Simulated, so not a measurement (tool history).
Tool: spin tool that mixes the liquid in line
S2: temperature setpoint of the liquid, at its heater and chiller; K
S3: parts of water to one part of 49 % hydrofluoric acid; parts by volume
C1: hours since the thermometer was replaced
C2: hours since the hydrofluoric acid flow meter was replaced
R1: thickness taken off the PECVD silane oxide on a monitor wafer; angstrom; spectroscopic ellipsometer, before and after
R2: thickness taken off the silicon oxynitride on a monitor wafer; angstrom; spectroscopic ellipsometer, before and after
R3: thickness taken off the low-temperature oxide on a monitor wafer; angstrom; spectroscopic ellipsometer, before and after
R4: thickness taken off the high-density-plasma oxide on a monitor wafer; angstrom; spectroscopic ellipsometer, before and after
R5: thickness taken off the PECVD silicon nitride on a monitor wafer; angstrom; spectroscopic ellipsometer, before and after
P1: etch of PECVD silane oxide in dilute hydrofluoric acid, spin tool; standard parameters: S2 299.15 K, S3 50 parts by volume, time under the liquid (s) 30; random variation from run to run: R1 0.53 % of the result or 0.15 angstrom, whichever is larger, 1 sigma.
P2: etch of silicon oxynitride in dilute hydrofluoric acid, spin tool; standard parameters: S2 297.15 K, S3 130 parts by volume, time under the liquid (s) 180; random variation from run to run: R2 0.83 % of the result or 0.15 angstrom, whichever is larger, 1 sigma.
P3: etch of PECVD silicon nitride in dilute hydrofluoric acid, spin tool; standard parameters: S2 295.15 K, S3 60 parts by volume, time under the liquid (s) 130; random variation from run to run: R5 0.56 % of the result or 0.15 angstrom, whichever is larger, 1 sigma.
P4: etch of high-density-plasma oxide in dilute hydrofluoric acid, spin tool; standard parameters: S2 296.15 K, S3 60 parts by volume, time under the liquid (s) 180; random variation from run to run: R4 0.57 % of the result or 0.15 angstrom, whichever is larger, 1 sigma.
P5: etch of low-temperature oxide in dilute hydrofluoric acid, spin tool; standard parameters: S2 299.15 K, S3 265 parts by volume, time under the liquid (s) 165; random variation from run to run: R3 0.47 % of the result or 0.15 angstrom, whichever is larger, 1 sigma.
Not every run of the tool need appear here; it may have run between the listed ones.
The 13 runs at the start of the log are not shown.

{"run": 14, "hour": 160.7, "process that ran": "P1", "S2": 299.15, "S3": 50, "time under the liquid (s)": 55, "C1": 688.2, "C2": 109.5, "R1": 204.42}
{"run": 15, "hour": 177.8, "process that ran": "P1", "S2": 303.15, "S3": 75, "time under the liquid (s)": 30, "C1": 705.3, "C2": 126.6, "R1": 83.679}
{"run": 16, "hour": 195.8, "process that ran": "P1", "S2": 299.15, "S3": 20, "time under the liquid (s)": 30, "C1": 723.3, "C2": 144.6, "R1": 289.38}
{"run": 17, "hour": 210.8, "process that ran": "P1", "S2": 303.15, "S3": 50, "time under the liquid (s)": 45, "C1": 738.3, "C2": 159.6, "R1": 197.56}
{"run": 18, "hour": 228.3, "process that ran": "P2", "S2": 297.15, "S3": 130, "time under the liquid (s)": 15, "C1": 755.8, "C2": 177.1, "R2": 2.7347}
{"run": 19, "hour": 238.4, "process that ran": "P2", "S2": 290.15, "S3": 130, "time under the liquid (s)": 180, "C1": 765.9, "C2": 187.2, "R2": 20.952}
{"run": 20, "hour": 252.2, "process that ran": "P2", "S2": 297.15, "S3": 130, "time under the liquid (s)": 180, "C1": 779.7, "C2": 201.0, "R2": 29.289}
{"run": 21, "hour": 268.0, "process that ran": "P4", "S2": 296.15, "S3": 60, "time under the liquid (s)": 340, "C1": 795.5, "C2": 216.8, "R4": 320.55}
{"run": 22, "hour": 284.8, "process that ran": "P3", "S2": 295.15, "S3": 60, "time under the liquid (s)": 130, "C1": 812.3, "C2": 233.6, "R5": 105.95}
{"run": 23, "hour": 297.0, "process that ran": "P4", "S2": 300.65, "S3": 60, "time under the liquid (s)": 180, "C1": 824.5, "C2": 245.8, "R4": 203.22}
{"run": 24, "hour": 311.0, "process that ran": "P1", "S2": 293.65, "S3": 50, "time under the liquid (s)": 30, "C1": 838.5, "C2": 259.8, "R1": 88.363}
{"run": 25, "hour": 328.3, "process that ran": "P4", "S2": 296.15, "S3": 30, "time under the liquid (s)": 180, "C1": 855.8, "C2": 277.1, "R4": 351.69}
{"run": 26, "hour": 338.2, "process that ran": "P3", "S2": 303.15, "S3": 60, "time under the liquid (s)": 130, "C1": 865.7, "C2": 287.0, "R5": 179.32}
{"run": 27, "hour": 349.3, "process that ran": "P5", "S2": 299.15, "S3": 265, "time under the liquid (s)": 165, "C1": 876.8, "C2": 298.1, "R3": 101.85}
{"run": 28, "hour": 364.0, "process that ran": "P1", "S2": 299.15, "S3": 50, "time under the liquid (s)": 30, "C1": 891.5, "C2": 312.8, "R1": 111.76}
{"run": 29, "hour": 376.3, "process that ran": "P5", "S2": 299.15, "S3": 265, "time under the liquid (s)": 320, "C1": 903.8, "C2": 325.1, "R3": 197.16}
{"run": 30, "hour": 393.7, "process that ran": "P3", "S2": 295.15, "S3": 60, "time under the liquid (s)": 130, "C1": 921.2, "C2": 342.5, "R5": 106.93}
{"run": 31, "hour": 411.7, "process that ran": "P3", "S2": 295.15, "S3": 35, "time under the liquid (s)": 130, "C1": 939.2, "C2": 360.5, "R5": 178.67}

Forecast run 32:
{"run": 32, "hour": 429.7, "process that ran": "P3", "S2": 295.15, "S3": 60, "time under the liquid (s)": 60, "C1": 957.2, "C2": 378.5, "R5": "?"}

R5: 49.124 angstrom

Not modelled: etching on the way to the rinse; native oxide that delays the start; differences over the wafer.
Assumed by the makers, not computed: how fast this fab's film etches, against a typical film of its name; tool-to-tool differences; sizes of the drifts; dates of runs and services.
